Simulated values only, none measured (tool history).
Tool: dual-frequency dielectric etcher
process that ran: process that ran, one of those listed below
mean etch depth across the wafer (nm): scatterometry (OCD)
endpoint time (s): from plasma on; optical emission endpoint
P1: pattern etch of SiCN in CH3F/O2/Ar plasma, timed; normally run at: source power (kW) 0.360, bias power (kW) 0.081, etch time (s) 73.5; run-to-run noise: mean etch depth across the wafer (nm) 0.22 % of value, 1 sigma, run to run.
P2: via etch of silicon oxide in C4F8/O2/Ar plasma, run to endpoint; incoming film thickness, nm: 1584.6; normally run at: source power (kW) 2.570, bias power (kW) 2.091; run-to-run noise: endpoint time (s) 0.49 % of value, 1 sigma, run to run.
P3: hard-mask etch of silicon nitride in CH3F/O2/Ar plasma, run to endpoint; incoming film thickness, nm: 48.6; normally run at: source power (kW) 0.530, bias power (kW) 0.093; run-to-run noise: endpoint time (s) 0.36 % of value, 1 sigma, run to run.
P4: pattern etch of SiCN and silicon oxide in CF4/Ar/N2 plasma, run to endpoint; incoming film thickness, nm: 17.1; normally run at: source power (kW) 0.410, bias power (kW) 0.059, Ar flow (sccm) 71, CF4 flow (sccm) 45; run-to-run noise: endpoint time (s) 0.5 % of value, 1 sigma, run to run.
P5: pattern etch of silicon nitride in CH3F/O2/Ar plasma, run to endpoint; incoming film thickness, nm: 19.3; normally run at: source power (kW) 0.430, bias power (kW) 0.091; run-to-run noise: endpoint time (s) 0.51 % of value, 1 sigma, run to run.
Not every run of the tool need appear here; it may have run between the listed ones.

run     day  process that ran  source power (kW)  bias power (kW)  etch time (s)  Ar flow (sccm)  CF4 flow (sccm)  hours since the last wet clean  hours since the last source power generator calibration  hours since the last bias power generator calibration  mean etch depth across the wafer (nm)  endpoint time (s)
  1   0.754                P1              0.360            0.081           73.5                                                            478.7                                                   1877.2                                                  437.2                                 28.063
  2   1.158                P1              0.360            0.081           73.5                                                            488.4                                                   1886.9                                                  446.9                                 28.122
  3   1.842                P1              0.260            0.081           57.0                                                            504.8                                                   1903.3                                                  463.3                                 19.304
  4   2.450                P4              0.280            0.059                             71               45                           519.4                                                   1917.9                                                  477.9                                                    34.252
  5   2.983                P2              2.570            1.351                                                                           532.2                                                   1930.7                                                  490.7                                                   312.670
  6   3.417                P1              0.360            0.097           40.5                                                            542.6                                                   1941.1                                                  501.1                                 16.519
  7   3.871                P2              2.570            2.091                                                                           553.5                                                   1952.0                                                  512.0                                                   279.490
  8   4.633                P1              0.360            0.081           73.5                                                            571.8                                                   1970.3                                                  530.3                                 28.073
  9   5.154                P4              0.410            0.059                             71               55                           584.3                                                   1982.8                                                  542.8                                                    23.469
 10   5.888                P5              0.430            0.091                                                                           601.9                                                   2000.4                                                  560.4                                                    24.810
 11   6.462                P1              0.360            0.060           48.0                                                            615.7                                                   2014.2                                                  574.2                                 16.510
 12   6.792                P1              0.360            0.081           90.0                                                            623.6                                                   2022.1                                                  582.1                                 34.462
 13   7.133                P4              0.410            0.035                             71               45                           631.8                                                   2030.3                                                  590.3                                                    28.935
 14   7.717                P2              3.490            2.091                                                                           645.8                                                   2044.3                                                  604.3                                                   243.370
 15   8.392                P5              0.430            0.116                                                                           662.0                                                   2060.5                                                  620.5                                                    22.856
 16   8.838                P1              0.360            0.081           73.5                                                            672.7                                                   2071.2                                                  631.2                                 28.221
 17   9.300                P1              0.230            0.081           73.5                                                            683.8                                                   2082.3                                                  642.3                                 23.751
 18   9.829                P5              0.430            0.091                                                                           696.5                                                   2095.0                                                  655.0                                                    24.870
 19  10.225                P4              0.410            0.059                             71               45                           706.0                                                   2104.5                                                  664.5                                                    24.240
 20  10.700                P1              0.480            0.081           73.5                                                            717.4                                                   2115.9                                                  675.9                                 31.248
 21  11.204                P1              0.360            0.081           47.0                                                            729.5                                                   2128.0                                                  688.0                                 17.987
 22  11.883                P5              0.600            0.091                                                                           745.8                                                   2144.3                                                  704.3                                                    21.972
 23  12.375                P1              0.360            0.058           73.5                                                            757.6                                                   2156.1                                                  716.1                                 24.916
     12.846  -- wet clean of the chamber
 24  12.983                P3              0.750            0.093                                                                             3.4                                                   2170.7                                                  730.7                                                    49.955
     13.083  -- source power generator calibrated
 25  13.612                P4              0.410            0.059                             99               45                            18.5                                                     12.7                                                  745.8                                                    25.787
 26  14.279                P1              0.360            0.081           73.5                                                             34.5                                                     28.7                                                  761.8                                 28.131
 27  15.000                P1              0.360            0.106           73.5                                                             51.8                                                     46.0                                                  779.1                                 31.112
 28  15.338                P1              0.360            0.081           73.5                                                             59.9                                                     54.1                                                  787.2                                 28.166
 29  16.029                P3              0.530            0.093                                                                            76.5                                                     70.7                                                  803.8                                                    56.507

What does the tool deliver on the next run?
 30  16.396                P1              0.360            0.081           73.5                                                             85.3                                                     79.5                                                  812.6                                      ?

For run 30 the tool returned mean etch depth across the wafer (nm) 28.051.
